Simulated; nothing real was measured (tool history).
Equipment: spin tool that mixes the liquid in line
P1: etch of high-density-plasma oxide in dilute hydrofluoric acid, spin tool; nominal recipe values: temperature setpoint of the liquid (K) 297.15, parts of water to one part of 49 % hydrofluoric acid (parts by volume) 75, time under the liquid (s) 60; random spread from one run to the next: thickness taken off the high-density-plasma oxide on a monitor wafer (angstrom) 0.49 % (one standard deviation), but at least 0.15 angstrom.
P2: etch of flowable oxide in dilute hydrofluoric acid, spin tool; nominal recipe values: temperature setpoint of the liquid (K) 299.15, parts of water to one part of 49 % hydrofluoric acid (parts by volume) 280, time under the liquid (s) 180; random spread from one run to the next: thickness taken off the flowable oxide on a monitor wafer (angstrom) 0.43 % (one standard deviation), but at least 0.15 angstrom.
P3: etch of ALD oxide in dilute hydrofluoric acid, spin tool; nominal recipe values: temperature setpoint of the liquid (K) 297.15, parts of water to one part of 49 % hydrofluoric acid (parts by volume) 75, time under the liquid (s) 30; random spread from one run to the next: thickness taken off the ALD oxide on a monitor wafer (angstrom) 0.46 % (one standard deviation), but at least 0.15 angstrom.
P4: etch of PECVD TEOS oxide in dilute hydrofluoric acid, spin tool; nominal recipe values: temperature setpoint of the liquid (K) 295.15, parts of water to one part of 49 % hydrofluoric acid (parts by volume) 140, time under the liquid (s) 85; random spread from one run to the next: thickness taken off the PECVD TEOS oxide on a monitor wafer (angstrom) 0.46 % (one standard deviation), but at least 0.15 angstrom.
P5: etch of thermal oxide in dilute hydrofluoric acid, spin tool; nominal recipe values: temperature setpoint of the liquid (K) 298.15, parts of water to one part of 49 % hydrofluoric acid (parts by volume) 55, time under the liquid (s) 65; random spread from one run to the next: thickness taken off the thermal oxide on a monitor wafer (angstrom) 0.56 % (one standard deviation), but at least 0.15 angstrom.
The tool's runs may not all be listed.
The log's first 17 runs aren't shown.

run     day  process that ran  temperature setpoint of the liquid (K)  parts of water to one part of 49 % hydrofluoric acid (parts by volume)  time under the liquid (s)  hours since the thermometer was replaced  hours since the hydrofluoric acid flow meter was replaced  thickness taken off the high-density-plasma oxide on a monitor wafer (angstrom)  thickness taken off the flowable oxide on a monitor wafer (angstrom)  thickness taken off the thermal oxide on a monitor wafer (angstrom)  thickness taken off the ALD oxide on a monitor wafer (angstrom)  thickness taken off the PECVD TEOS oxide on a monitor wafer (angstrom)
 18   6.704                P4                                  295.15                                                                     140                        130                                    1316.7                                                      342.8                                                                                                                                                                                                                                                                                                                                                               162.66
 19   7.079                P2                                  299.15                                                                     280                        180                                    1325.7                                                      351.8                                                                                                                                                 337.23
 20   7.462                P1                                  297.15                                                                     135                         60                                    1334.9                                                        361                                                                           22.397
 21   7.733                P1                                  290.65                                                                      75                         95                                    1341.4                                                      367.5                                                                           52.203
 22   8.204                P3                                  297.15                                                                      75                         15                                    1352.7                                                      378.8                                                                                                                                                                                                                                                                                       68.147
 23   8.721                P2                                  299.15                                                                     280                        180                                    1365.1                                                      391.2                                                                                                                                                 335.89
 24   9.129                P5                                  298.15                                                                      55                         65                                    1374.9                                                        401                                                                                                                                                                                                                       59.75
 25   9.454                P4                                  295.15                                                                      85                         85                                    1382.7                                                      408.8                                                                                                                                                                                                                                                                                                                                                               184.83
 26   9.879                P3                                  297.15                                                                     135                         30                                    1392.9                                                        419                                                                                                                                                                                                                                                                                       70.277
 27  10.138                P4                                  290.15                                                                     140                         85                                    1399.1                                                      425.2                                                                                                                                                                                                                                                                                                                                                               86.705
 28  10.471                P2                                  299.15                                                                     280                        295                                    1407.1                                                      433.2                                                                                                                                                 555.87
 29  10.804                P1                                  297.15                                                                      75                         60                                    1415.1                                                      441.2                                                                           42.736
 30  11.071                P1                                  297.15                                                                      75                         60                                    1421.5                                                      447.6                                                                           43.144
 31  11.542                P1                                  297.15                                                                      75                         60                                    1432.8                                                      458.9                                                                           45.086
 32  12.046                P1                                  297.15                                                                      75                         60                                    1444.9                                                        471                                                                           45.676

Estimate the outcome of run 33 from the log above:
 33  12.562                P1                                  297.15                                                                      75                         60                                    1457.3                                                      483.4                                                                                ?

thickness taken off the high-density-plasma oxide on a monitor wafer (angstrom): 46.462

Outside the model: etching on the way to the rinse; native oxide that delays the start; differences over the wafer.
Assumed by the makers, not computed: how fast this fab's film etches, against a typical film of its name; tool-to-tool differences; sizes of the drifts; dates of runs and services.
